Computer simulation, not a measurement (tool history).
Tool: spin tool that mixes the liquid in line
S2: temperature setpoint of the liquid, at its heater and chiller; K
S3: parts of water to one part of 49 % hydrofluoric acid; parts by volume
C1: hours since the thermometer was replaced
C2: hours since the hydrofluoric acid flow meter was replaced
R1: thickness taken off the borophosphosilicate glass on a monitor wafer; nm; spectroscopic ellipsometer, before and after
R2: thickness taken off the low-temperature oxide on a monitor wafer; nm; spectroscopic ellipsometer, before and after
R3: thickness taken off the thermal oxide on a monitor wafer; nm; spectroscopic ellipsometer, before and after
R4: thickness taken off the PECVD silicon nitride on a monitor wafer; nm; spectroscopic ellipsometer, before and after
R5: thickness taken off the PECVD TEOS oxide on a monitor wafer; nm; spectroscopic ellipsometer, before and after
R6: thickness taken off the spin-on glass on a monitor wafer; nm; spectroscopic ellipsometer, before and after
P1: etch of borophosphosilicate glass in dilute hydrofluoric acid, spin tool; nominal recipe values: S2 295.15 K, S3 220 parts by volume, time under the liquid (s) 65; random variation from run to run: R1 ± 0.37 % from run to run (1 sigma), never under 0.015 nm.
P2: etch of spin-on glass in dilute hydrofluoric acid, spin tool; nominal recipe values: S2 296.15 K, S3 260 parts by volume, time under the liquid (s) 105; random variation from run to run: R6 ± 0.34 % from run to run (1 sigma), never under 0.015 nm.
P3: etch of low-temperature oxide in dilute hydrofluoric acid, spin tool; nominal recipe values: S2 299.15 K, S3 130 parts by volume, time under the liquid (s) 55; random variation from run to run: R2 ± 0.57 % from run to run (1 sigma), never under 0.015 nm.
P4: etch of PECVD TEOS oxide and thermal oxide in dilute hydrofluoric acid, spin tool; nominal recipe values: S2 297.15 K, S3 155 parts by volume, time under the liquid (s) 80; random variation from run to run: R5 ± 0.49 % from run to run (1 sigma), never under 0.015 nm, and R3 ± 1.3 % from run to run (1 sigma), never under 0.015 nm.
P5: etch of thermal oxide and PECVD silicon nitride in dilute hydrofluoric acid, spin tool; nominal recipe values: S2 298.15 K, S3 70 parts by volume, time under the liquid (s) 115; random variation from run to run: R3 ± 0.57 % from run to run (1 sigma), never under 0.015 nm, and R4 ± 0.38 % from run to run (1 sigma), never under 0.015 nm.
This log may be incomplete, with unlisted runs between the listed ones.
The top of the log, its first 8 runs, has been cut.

run 9 hour=38.3 | process_that_ran=P1 S2=298.65 S3=325 time_under_the_liquid_(s)=65 | C1=313.4 C2=228.9 | R1=11.626
run 10 hour=43.4 | process_that_ran=P3 S2=299.15 S3=130 time_under_the_liquid_(s)=110 | C1=318.5 C2=234 | R2=12.662
run 11 hour=46.3 | process_that_ran=P2 S2=296.15 S3=400 time_under_the_liquid_(s)=105 | C1=321.4 C2=236.9 | R6=6.4809
run 12 hour=51.7 | process_that_ran=P5 S2=298.15 S3=70 time_under_the_liquid_(s)=115 | C1=326.8 C2=242.3 | R3=8.3417 R4=7.2837
run 13 hour=55.3 | process_that_ran=P4 S2=297.15 S3=40 time_under_the_liquid_(s)=80 | C1=330.4 C2=245.9 | R3=9.6541 R5=39.957
run 14 hour=58.9 | process_that_ran=P1 S2=295.15 S3=220 time_under_the_liquid_(s)=65 | C1=334 C2=249.5 | R1=16.775
run 15 hour=64.1 | process_that_ran=P1 S2=295.15 S3=100 time_under_the_liquid_(s)=65 | C1=339.2 C2=254.7 | R1=41.806
run 16 hour=69.5 | process_that_ran=P4 S2=297.15 S3=155 time_under_the_liquid_(s)=80 | C1=344.6 C2=260.1 | R3=2.2124 R5=8.8336
run 17 hour=74.7 | process_that_ran=P1 S2=295.15 S3=220 time_under_the_liquid_(s)=125 | C1=349.8 C2=265.3 | R1=32.471
run 18 hour=79.1 | process_that_ran=P5 S2=298.15 S3=70 time_under_the_liquid_(s)=175 | C1=354.2 C2=269.7 | R3=12.61 R4=11.207
run 19 hour=82 | process_that_ran=P2 S2=296.15 S3=260 time_under_the_liquid_(s)=15 | C1=357.1 C2=272.6 | R6=1.6304
run 20 hour=85.5 | process_that_ran=P3 S2=299.15 S3=130 time_under_the_liquid_(s)=55 | C1=360.6 C2=276.1 | R2=6.2562
run 21 hour=88.7 | process_that_ran=P1 S2=295.15 S3=220 time_under_the_liquid_(s)=65 | C1=363.8 C2=279.3 | R1=16.765
run 22 hour=93.7 | process_that_ran=P4 S2=290.15 S3=155 time_under_the_liquid_(s)=80 | C1=368.8 C2=284.3 | R3=1.6903 R5=6.7223
run 23 hour=99.2 | process_that_ran=P1 S2=295.15 S3=220 time_under_the_liquid_(s)=65 | C1=374.3 C2=289.8 | R1=16.769
run 24 hour=103.4 | process_that_ran=P1 S2=298.65 S3=220 time_under_the_liquid_(s)=110 | C1=378.5 C2=294 | R1=32.139
run 25 hour=108.4 | process_that_ran=P4 S2=297.15 S3=155 time_under_the_liquid_(s)=80 | C1=383.5 C2=299 | R3=2.1466 R5=8.9128
run 26 hour=113.6 | process_that_ran=P2 S2=296.15 S3=260 time_under_the_liquid_(s)=105 | C1=388.7 C2=304.2 | R6=11.344
run 27 hour=117.7 | process_that_ran=P1 S2=295.15 S3=395 time_under_the_liquid_(s)=65 | C1=392.8 C2=308.3 | R1=7.8812
run 28 hour=123.2 | process_that_ran=P5 S2=298.15 S3=40 time_under_the_liquid_(s)=115 | C1=398.3 C2=313.8 | R3=15.176 R4=12.584
run 29 hour=128.7 | process_that_ran=P1 S2=295.15 S3=220 time_under_the_liquid_(s)=65 | C1=403.8 C2=319.3 | R1=16.801
run 30 hour=133 | process_that_ran=P3 S2=299.15 S3=75 time_under_the_liquid_(s)=55 | C1=408.1 C2=323.6 | R2=11.684
run 31 hour=135.9 | process_that_ran=P2 S2=290.65 S3=260 time_under_the_liquid_(s)=105 | C1=411 C2=326.5 | R6=9.2587
run 32 hour=141.4 | process_that_ran=P1 S2=295.15 S3=220 time_under_the_liquid_(s)=65 | C1=416.5 C2=332 | R1=16.63
run 33 hour=145.7 | process_that_ran=P1 S2=295.15 S3=220 time_under_the_liquid_(s)=65 | C1=420.8 C2=336.3 | R1=16.088

For run 34, what comes out?
run 34 hour=150.6 | process_that_ran=P1 S2=295.15 S3=220 time_under_the_liquid_(s)=65 | C1=425.7 C2=341.2 | R1=?

{"run 34": {"R1": 15.647}}
